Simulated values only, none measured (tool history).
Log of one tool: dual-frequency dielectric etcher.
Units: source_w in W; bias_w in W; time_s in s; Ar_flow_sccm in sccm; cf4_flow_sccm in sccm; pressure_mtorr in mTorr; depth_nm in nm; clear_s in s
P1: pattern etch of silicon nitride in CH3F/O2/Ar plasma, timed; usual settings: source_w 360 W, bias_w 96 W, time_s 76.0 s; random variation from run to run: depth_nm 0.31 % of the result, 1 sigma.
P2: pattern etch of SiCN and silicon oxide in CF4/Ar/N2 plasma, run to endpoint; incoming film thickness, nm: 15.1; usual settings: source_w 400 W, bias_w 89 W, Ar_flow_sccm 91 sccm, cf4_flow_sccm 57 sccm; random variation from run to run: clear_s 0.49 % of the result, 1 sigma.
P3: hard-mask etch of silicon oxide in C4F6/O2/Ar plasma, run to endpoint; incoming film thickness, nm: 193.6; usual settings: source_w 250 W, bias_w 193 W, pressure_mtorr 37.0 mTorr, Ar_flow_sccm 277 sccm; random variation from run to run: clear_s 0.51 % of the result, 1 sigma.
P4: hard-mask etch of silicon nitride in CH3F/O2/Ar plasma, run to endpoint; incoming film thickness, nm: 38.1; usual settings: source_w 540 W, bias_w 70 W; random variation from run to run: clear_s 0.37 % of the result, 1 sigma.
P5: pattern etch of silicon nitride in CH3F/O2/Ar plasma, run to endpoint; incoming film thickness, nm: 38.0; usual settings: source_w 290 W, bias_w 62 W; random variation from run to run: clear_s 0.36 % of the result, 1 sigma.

run	hour	process	source_w	bias_w	time_s	Ar_flow_sccm	cf4_flow_sccm	pressure_mtorr	hours since the last wet clean	hours since the last source power generator calibration	hours since the last bias power generator calibration	depth_nm	clear_s
1	9.3	P1	360	96	76.0				222.5	1749.3	1306.8	56.825	
2	18.8	P2	400	89		91	57		232.0	1758.8	1316.3		17.737
3	27.2	P1	270	96	76.0				240.4	1767.2	1324.7	51.195	
4	41.3	P1	360	136	76.0				254.5	1781.3	1338.8	64.877	
5	51.6	P3	250	193		277		37.0	264.8	1791.6	1349.1		73.057
6	69.7	P3	250	193		218		37.0	282.9	1809.7	1367.2		71.251
7	82.2	P4	540	70					295.4	1822.2	1379.7		50.701
8	93.5	P2	400	116		91	57		306.7	1833.5	1391.0		16.234
9	104.6	P3	180	193		277		37.0	317.8	1844.6	1402.1		82.613
10	118.0	P3	250	193		277		37.0	331.2	1858.0	1415.5		73.382
11	130.9	P2	400	89		69	57		344.1	1870.9	1428.4		17.128
12	147.9	P2	400	89		91	43		361.1	1887.9	1445.4		18.501
13	165.5	P5	230	62					378.7	1905.5	1463.0		71.985
14	174.8	P1	360	96	76.0				388.0	1914.8	1472.3	56.903	
15	189.0	P1	360	96	76.0				402.2	1929.0	1486.5	57.347	
16	201.9	P5	290	62					415.1	1941.9	1499.4		65.900
17	220.7	P4	710	70					433.9	1960.7	1518.2		45.757
18	230.5	P1	360	96	76.0				443.7	1970.5	1528.0	56.846	
19	244.1	P5	290	45					457.3	1984.1	1541.6		73.494
20	254.2	P1	360	96	57.5				467.4	1994.2	1551.7	43.387	
21	268.3	P1	360	96	76.0				481.5	2008.3	1565.8	56.933	
22	278.0	P2	270	89		91	57		491.2	2018.0	1575.5		25.065
23	290.6	P5	290	62					503.8	2030.6	1588.1		66.296
24	306.1	P1	360	96	76.0				519.3	2046.1	1603.6	57.176	
25	322.9	P1	360	96	106.5				536.1	2062.9	1620.4	79.602	
26	340.9	P1	360	57	76.0				554.1	2080.9	1638.4	47.421	
27	351.0	P1	450	96	76.0				564.2	2091.0	1648.5	61.752	
28	360.7	P4	540	96					573.9	2100.7	1658.2		45.201
29	370.6	P3	250	246		277		37.0	583.8	2110.6	1668.1		68.263
30	389.6	P1	290	63	76.0				602.8	2129.6	1687.1	45.176	
31	398.8	P3	250	193		277		27.5	612.0	2138.8	1696.3		70.746
32	416.2	P1	360	96	76.0				629.4	2156.2	1713.7	57.054	
33	425.1	P1	360	96	76.0				638.3	2165.1	1722.6	56.977	
34	438.0	P1	360	96	76.0				651.2	2178.0	1735.5	57.386	
35	452.1	P1	360	96	76.0				665.3	2192.1	1749.6	57.207	
36	462.0	P1	360	96	76.0				675.2	2202.0	1759.5	57.724	
37	480.2	P1	360	96	76.0				693.4	2220.2	1777.7	57.728	

Run 38 comes next. What will it give?
38	497.0	P1	360	96	76.0				710.2	2237.0	1794.5	?	

{"run 38": {"depth_nm": 57.985}}
